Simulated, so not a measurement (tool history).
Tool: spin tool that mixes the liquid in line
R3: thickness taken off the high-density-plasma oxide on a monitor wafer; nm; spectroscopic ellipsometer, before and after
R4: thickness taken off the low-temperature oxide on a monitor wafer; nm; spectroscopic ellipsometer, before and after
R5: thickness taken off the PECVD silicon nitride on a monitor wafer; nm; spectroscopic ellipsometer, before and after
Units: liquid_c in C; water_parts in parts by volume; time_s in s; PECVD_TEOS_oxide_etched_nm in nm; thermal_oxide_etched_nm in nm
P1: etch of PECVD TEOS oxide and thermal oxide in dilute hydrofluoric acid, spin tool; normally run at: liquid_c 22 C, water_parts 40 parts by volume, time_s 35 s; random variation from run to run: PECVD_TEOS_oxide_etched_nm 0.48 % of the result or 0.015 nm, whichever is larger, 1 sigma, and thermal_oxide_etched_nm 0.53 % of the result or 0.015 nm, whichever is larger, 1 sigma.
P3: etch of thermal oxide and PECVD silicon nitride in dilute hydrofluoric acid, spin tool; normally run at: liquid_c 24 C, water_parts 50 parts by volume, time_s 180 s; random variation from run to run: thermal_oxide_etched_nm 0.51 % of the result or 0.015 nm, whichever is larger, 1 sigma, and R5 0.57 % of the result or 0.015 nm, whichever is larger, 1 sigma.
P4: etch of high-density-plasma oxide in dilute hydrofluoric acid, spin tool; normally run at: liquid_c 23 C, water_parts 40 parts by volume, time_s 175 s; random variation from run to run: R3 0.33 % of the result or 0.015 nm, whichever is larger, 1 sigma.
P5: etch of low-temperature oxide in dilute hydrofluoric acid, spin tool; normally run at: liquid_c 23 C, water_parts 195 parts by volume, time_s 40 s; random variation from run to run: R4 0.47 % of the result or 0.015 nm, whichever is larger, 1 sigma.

Run 1, hour 7.4: process P1, liquid_c 22 C, water_parts 40 parts by volume, time_s 35 s. Result: PECVD_TEOS_oxide_etched_nm 10.383 nm, thermal_oxide_etched_nm 4.1393 nm.
Run 2, hour 15.7: process P4, liquid_c 23 C, water_parts 40 parts by volume, time_s 175 s. Result: R3 26.413 nm.
Run 3, hour 22.6: process P5, liquid_c 23 C, water_parts 195 parts by volume, time_s 40 s. Result: R4 4.6435 nm.
Run 4, hour 27.4: process P4, liquid_c 23 C, water_parts 40 parts by volume, time_s 15 s. Result: R3 2.2605 nm.
Run 5, hour 33.3: process P3, liquid_c 24 C, water_parts 50 parts by volume, time_s 180 s. Result: thermal_oxide_etched_nm 17.405 nm, R5 19.385 nm.
Run 6, hour 42.7: process P4, liquid_c 23 C, water_parts 20 parts by volume, time_s 175 s. Result: R3 54.295 nm.
Run 7, hour 50.2: process P1, liquid_c 22 C, water_parts 40 parts by volume, time_s 35 s. Result: PECVD_TEOS_oxide_etched_nm 10.425 nm, thermal_oxide_etched_nm 4.1682 nm.
Run 8, hour 57.7: process P5, liquid_c 23 C, water_parts 195 parts by volume, time_s 40 s. Result: R4 4.6222 nm.
Run 9, hour 64.7: process P1, liquid_c 17 C, water_parts 40 parts by volume, time_s 35 s. Result: PECVD_TEOS_oxide_etched_nm 8.3074 nm, thermal_oxide_etched_nm 3.3243 nm.
Run 10, hour 72.2: process P1, liquid_c 22 C, water_parts 40 parts by volume, time_s 35 s. Result: PECVD_TEOS_oxide_etched_nm 10.336 nm, thermal_oxide_etched_nm 4.1395 nm.
Run 11, hour 80.8: process P1, liquid_c 22 C, water_parts 65 parts by volume, time_s 35 s. Result: PECVD_TEOS_oxide_etched_nm 6.1715 nm, thermal_oxide_etched_nm 2.4314 nm.
Run 12, hour 85.5: process P3, liquid_c 24 C, water_parts 50 parts by volume, time_s 30 s. Result: thermal_oxide_etched_nm 2.8951 nm, R5 3.2704 nm.
Run 13, hour 90.3: process P1, liquid_c 26.5 C, water_parts 40 parts by volume, time_s 35 s. Result: PECVD_TEOS_oxide_etched_nm 12.556 nm, thermal_oxide_etched_nm 4.9486 nm.
Run 14, hour 98.3: process P5, liquid_c 23 C, water_parts 85 parts by volume, time_s 40 s. Result: R4 12.176 nm.
Run 15, hour 107: process P1, liquid_c 22 C, water_parts 40 parts by volume, time_s 60 s. Result: PECVD_TEOS_oxide_etched_nm 17.934 nm, thermal_oxide_etched_nm 7.0556 nm.
Run 16, hour 114.8: process P1, liquid_c 22 C, water_parts 40 parts by volume, time_s 35 s. Result: PECVD_TEOS_oxide_etched_nm 10.443 nm, thermal_oxide_etched_nm 4.123 nm.
Run 17, hour 124.7: process P3, liquid_c 18 C, water_parts 50 parts by volume, time_s 180 s. Result: thermal_oxide_etched_nm 13.549 nm, R5 12.961 nm.
Run 18, hour 132.3: process P4, liquid_c 23 C, water_parts 40 parts by volume, time_s 175 s. Result: R3 26.68 nm.
Run 19, hour 139: process P1, liquid_c 22 C, water_parts 40 parts by volume, time_s 35 s. Result: PECVD_TEOS_oxide_etched_nm 10.269 nm, thermal_oxide_etched_nm 4.1244 nm.
Run 20, hour 149.1: process P1, liquid_c 30 C, water_parts 55 parts by volume, time_s 35 s. Result: PECVD_TEOS_oxide_etched_nm 10.225 nm, thermal_oxide_etched_nm 4.0822 nm.
Run 21, hour 159.2: process P1, liquid_c 22 C, water_parts 25 parts by volume, time_s 15 s. Result: PECVD_TEOS_oxide_etched_nm 7.2616 nm, thermal_oxide_etched_nm 2.9224 nm.

The next listed run, before its measurement:
Run 22, hour 167.7: process P1, liquid_c 18.5 C, water_parts 65 parts by volume, time_s 35 s. Result: PECVD_TEOS_oxide_etched_nm ?, thermal_oxide_etched_nm ?.

PECVD_TEOS_oxide_etched_nm: 5.3347 nm
thermal_oxide_etched_nm: 2.1469 nm
